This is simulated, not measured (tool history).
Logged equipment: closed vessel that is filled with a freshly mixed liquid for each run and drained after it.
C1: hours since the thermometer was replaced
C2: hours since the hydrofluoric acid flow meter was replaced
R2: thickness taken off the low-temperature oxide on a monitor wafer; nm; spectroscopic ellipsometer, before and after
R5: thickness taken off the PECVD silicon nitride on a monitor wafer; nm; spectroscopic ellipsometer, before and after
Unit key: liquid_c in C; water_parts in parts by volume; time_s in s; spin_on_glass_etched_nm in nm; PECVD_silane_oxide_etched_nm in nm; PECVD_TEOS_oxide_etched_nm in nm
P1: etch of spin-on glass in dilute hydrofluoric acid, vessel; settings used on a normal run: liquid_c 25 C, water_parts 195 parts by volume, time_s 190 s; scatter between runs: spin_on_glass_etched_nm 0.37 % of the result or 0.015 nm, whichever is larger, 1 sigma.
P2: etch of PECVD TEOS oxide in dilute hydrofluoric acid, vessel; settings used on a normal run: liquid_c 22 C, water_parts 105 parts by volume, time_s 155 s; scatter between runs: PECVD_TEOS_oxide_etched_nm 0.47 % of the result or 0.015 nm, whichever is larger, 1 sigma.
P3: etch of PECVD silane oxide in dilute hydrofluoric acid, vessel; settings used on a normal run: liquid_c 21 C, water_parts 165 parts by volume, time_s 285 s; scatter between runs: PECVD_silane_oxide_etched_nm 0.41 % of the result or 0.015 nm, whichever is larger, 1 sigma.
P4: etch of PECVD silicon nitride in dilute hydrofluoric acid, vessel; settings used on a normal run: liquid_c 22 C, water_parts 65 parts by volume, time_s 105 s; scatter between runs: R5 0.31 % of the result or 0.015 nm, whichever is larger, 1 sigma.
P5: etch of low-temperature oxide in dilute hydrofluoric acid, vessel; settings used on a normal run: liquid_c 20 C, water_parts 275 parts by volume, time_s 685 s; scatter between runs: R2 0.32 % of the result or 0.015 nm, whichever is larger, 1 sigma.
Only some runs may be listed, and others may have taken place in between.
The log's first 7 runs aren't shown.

At hour 30.8: thermometer replaced.
Run 8, hour 34.2: process P3, liquid_c 17 C, water_parts 165 parts by volume, time_s 285 s; C1 3.4; C2 18.5. Result: PECVD_silane_oxide_etched_nm 38.188 nm.
Run 9, hour 38.1: process P3, liquid_c 21 C, water_parts 165 parts by volume, time_s 285 s; C1 7.3; C2 22.4. Result: PECVD_silane_oxide_etched_nm 45.124 nm.
Run 10, hour 40.6: process P2, liquid_c 22 C, water_parts 105 parts by volume, time_s 155 s; C1 9.8; C2 24.9. Result: PECVD_TEOS_oxide_etched_nm 19.823 nm.
Run 11, hour 44.1: process P4, liquid_c 22 C, water_parts 65 parts by volume, time_s 175 s; C1 13.3; C2 28.4. Result: R5 12.814 nm.
Run 12, hour 48.5: process P4, liquid_c 22 C, water_parts 110 parts by volume, time_s 105 s; C1 17.7; C2 32.8. Result: R5 4.6028 nm.
Run 13, hour 51.4: process P1, liquid_c 31 C, water_parts 195 parts by volume, time_s 190 s; C1 20.6; C2 35.7. Result: spin_on_glass_etched_nm 49.558 nm.
Run 14, hour 53.8: process P1, liquid_c 20.5 C, water_parts 195 parts by volume, time_s 190 s; C1 23; C2 38.1. Result: spin_on_glass_etched_nm 33.497 nm.
Run 15, hour 57.4: process P1, liquid_c 20.5 C, water_parts 275 parts by volume, time_s 190 s; C1 26.6; C2 41.7. Result: spin_on_glass_etched_nm 22.165 nm.
Run 16, hour 62.5: process P4, liquid_c 22 C, water_parts 65 parts by volume, time_s 105 s; C1 31.7; C2 46.8. Result: R5 7.6992 nm.
Run 17, hour 67.2: process P1, liquid_c 25 C, water_parts 195 parts by volume, time_s 285 s; C1 36.4; C2 51.5. Result: spin_on_glass_etched_nm 59.72 nm.
Run 18, hour 70.1: process P1, liquid_c 25 C, water_parts 195 parts by volume, time_s 190 s; C1 39.3; C2 54.4. Result: spin_on_glass_etched_nm 40.048 nm.
Run 19, hour 74.1: process P3, liquid_c 21 C, water_parts 165 parts by volume, time_s 285 s; C1 43.3; C2 58.4. Result: PECVD_silane_oxide_etched_nm 45.041 nm.
Run 20, hour 78.3: process P5, liquid_c 20 C, water_parts 275 parts by volume, time_s 685 s; C1 47.5; C2 62.6. Result: R2 44.131 nm.
Run 21, hour 82: process P5, liquid_c 20 C, water_parts 275 parts by volume, time_s 1085 s; C1 51.2; C2 66.3. Result: R2 70.044 nm.
Run 22, hour 85.6: process P1, liquid_c 25 C, water_parts 195 parts by volume, time_s 190 s; C1 54.8; C2 69.9. Result: spin_on_glass_etched_nm 40.156 nm.
Run 23, hour 90.3: process P5, liquid_c 17 C, water_parts 275 parts by volume, time_s 685 s; C1 59.5; C2 74.6. Result: R2 39.713 nm.
Run 24, hour 93.8: process P4, liquid_c 22 C, water_parts 65 parts by volume, time_s 105 s; C1 63; C2 78.1. Result: R5 7.6993 nm.
Run 25, hour 96.2: process P1, liquid_c 25 C, water_parts 65 parts by volume, time_s 190 s; C1 65.4; C2 80.5. Result: spin_on_glass_etched_nm 141.21 nm.
Run 26, hour 101: process P1, liquid_c 25 C, water_parts 195 parts by volume, time_s 40 s; C1 70.2; C2 85.3. Result: spin_on_glass_etched_nm 8.4457 nm.
Run 27, hour 105.3: process P1, liquid_c 25 C, water_parts 195 parts by volume, time_s 190 s; C1 74.5; C2 89.6. Result: spin_on_glass_etched_nm 40.219 nm.
Run 28, hour 109.9: process P3, liquid_c 21 C, water_parts 225 parts by volume, time_s 285 s; C1 79.1; C2 94.2. Result: PECVD_silane_oxide_etched_nm 31.021 nm.
Run 29, hour 114.1: process P2, liquid_c 22 C, water_parts 105 parts by volume, time_s 50 s; C1 83.3; C2 98.4. Result: PECVD_TEOS_oxide_etched_nm 6.3487 nm.
Run 30, hour 117.4: process P4, liquid_c 17.5 C, water_parts 65 parts by volume, time_s 105 s; C1 86.6; C2 101.7. Result: R5 5.6519 nm.
Run 31, hour 122.4: process P5, liquid_c 20 C, water_parts 490 parts by volume, time_s 685 s; C1 91.6; C2 106.7. Result: R2 20.721 nm.

What does the tool deliver on the next run?
Run 32, hour 127.2: process P2, liquid_c 22 C, water_parts 55 parts by volume, time_s 155 s; C1 96.4; C2 111.5. Result: PECVD_TEOS_oxide_etched_nm ?.

{"run 32": {"PECVD_TEOS_oxide_etched_nm": 39.899}}

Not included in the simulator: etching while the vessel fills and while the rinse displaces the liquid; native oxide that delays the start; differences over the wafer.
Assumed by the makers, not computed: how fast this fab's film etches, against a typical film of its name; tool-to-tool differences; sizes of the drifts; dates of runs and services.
